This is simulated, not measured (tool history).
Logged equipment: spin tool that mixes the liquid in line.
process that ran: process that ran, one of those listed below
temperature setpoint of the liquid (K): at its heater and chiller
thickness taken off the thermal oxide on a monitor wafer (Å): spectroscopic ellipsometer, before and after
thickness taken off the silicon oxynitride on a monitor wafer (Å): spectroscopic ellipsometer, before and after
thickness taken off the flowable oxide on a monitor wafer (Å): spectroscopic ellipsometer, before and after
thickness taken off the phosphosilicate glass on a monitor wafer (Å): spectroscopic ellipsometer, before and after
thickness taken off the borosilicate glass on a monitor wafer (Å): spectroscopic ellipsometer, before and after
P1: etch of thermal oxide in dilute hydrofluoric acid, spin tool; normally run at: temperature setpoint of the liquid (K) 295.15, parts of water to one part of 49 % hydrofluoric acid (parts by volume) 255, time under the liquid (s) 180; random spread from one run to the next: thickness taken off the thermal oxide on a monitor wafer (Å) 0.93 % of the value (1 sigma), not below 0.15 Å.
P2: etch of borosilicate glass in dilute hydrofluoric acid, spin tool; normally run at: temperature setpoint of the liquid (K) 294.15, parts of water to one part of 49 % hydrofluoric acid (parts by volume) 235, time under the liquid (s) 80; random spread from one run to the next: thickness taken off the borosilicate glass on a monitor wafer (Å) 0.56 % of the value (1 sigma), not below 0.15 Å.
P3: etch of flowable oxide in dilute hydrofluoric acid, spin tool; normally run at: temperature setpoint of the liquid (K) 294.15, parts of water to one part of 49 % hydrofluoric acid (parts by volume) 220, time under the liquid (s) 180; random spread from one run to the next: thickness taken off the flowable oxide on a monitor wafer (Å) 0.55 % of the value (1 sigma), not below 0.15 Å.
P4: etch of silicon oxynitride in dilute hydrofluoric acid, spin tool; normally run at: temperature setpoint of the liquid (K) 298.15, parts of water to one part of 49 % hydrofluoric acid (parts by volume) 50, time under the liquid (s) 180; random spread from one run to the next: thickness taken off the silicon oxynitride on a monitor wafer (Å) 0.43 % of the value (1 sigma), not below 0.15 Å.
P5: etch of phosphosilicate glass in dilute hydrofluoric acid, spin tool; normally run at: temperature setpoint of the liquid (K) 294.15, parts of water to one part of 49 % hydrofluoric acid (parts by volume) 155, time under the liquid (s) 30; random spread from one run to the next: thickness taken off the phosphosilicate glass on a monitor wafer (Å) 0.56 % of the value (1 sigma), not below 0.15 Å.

run	day	process that ran	temperature setpoint of the liquid (K)	parts of water to one part of 49 % hydrofluoric acid (parts by volume)	time under the liquid (s)	thickness taken off the thermal oxide on a monitor wafer (Å)	thickness taken off the silicon oxynitride on a monitor wafer (Å)	thickness taken off the flowable oxide on a monitor wafer (Å)	thickness taken off the phosphosilicate glass on a monitor wafer (Å)	thickness taken off the borosilicate glass on a monitor wafer (Å)
1	0.208	P1	295.15	255	180	26.711				
2	0.575	P4	290.15	50	180		45.399			
3	0.879	P3	294.15	55	180			1088.2		
4	1.108	P1	290.15	255	180	22.161				
5	1.392	P5	294.15	155	30				316.56	
6	1.692	P2	294.15	235	80					95.857
7	1.988	P5	294.15	240	30				190.25	
8	2.188	P3	294.15	220	180			227.81		
9	2.379	P2	294.15	235	155					184.95
10	2.612	P5	301.15	155	30				417.93	
11	2.838	P1	290.15	160	180	38.635				
12	3.167	P1	299.15	255	180	30.831				
13	3.388	P1	295.15	425	180	14.142				
14	3.612	P3	301.15	220	180			291.33		
15	3.942	P4	298.15	50	180		68.085			
16	4.283	P1	301.65	255	70	12.676				
17	4.446	P1	295.15	150	180	49.865				
18	4.662	P4	298.15	50	15		5.5882			
19	5	P1	295.15	255	180	26.859				
20	5.179	P1	301.15	255	265	47.742				
21	5.429	P1	295.15	255	180	26.363				
22	5.717	P4	298.15	85	180		38.516			
23	5.908	P4	298.15	50	180		67.789			
24	6.15	P2	290.15	235	80					81.994
25	6.358	P1	295.15	255	90	13.595				
26	6.533	P5	294.15	155	15				160.52	
27	6.804	P3	294.15	220	265			329.87		
28	7.054	P2	294.15	410	80					46.576
29	7.429	P1	295.15	255	180	26.951				
30	7.758	P1	295.15	255	285	42.054				
31	8.108	P5	294.15	155	30				315.49	
32	8.404	P3	294.15	220	180			224.01		
33	8.608	P1	295.15	255	180	26.655				
34	8.779	P1	295.15	255	180	25.889				
35	9.05	P1	295.15	255	180	25.908				
36	9.258	P1	295.15	255	180	24.871				
37	9.612	P1	295.15	255	180	24.869				
38	9.842	P1	295.15	255	180	24.934				
39	10.05	P1	295.15	255	180	24.432				

P1 no longer gives what it gave before; its output has crept away from where it was. The following 2 causes, each at its listed size, fit the log equally well:
A: liquid colder than its thermometer reads (K) = 1.84
B: hydrofluoric acid flow below the setpoint (%) = 5.28
Onset of the creep was near day 8.608.

Of the 4 check runs below, each run on 2 wafers with the results averaged and each result still a question mark, which one would tell the listed causes apart?
check 1	10.258	P4	298.15	50	180		?			
check 2	10.258	P3	294.15	220	180			?		
check 3	10.258	P5	294.15	155	30				?	
check 4	10.258	P2	294.15	235	80					?

How each check would come out, cause by cause:
check	result	if A	if B
check 1	thickness taken off the silicon oxynitride on a monitor wafer (Å)	62.072	64.157
check 2	thickness taken off the flowable oxide on a monitor wafer (Å)	209.67	210.5
check 3	thickness taken off the phosphosilicate glass on a monitor wafer (Å)	296.76	299.62
check 4	thickness taken off the borosilicate glass on a monitor wafer (Å)	89.313	89.555
How far apart the two closest causes lie, in the result that separates them most: check 1 3.3 %; check 2 0.4 %; check 3 0.96 %; check 4 0.27 %
The causes can be told apart only by check 1. The other checks would give nearly the same results under each of them.

Check 1 has now been run. It gave: thickness taken off the silicon oxynitride on a monitor wafer (Å) 64.25. Which of the candidate causes is it?

Of the candidate causes, it is B: hydrofluoric acid flow below the setpoint (%).
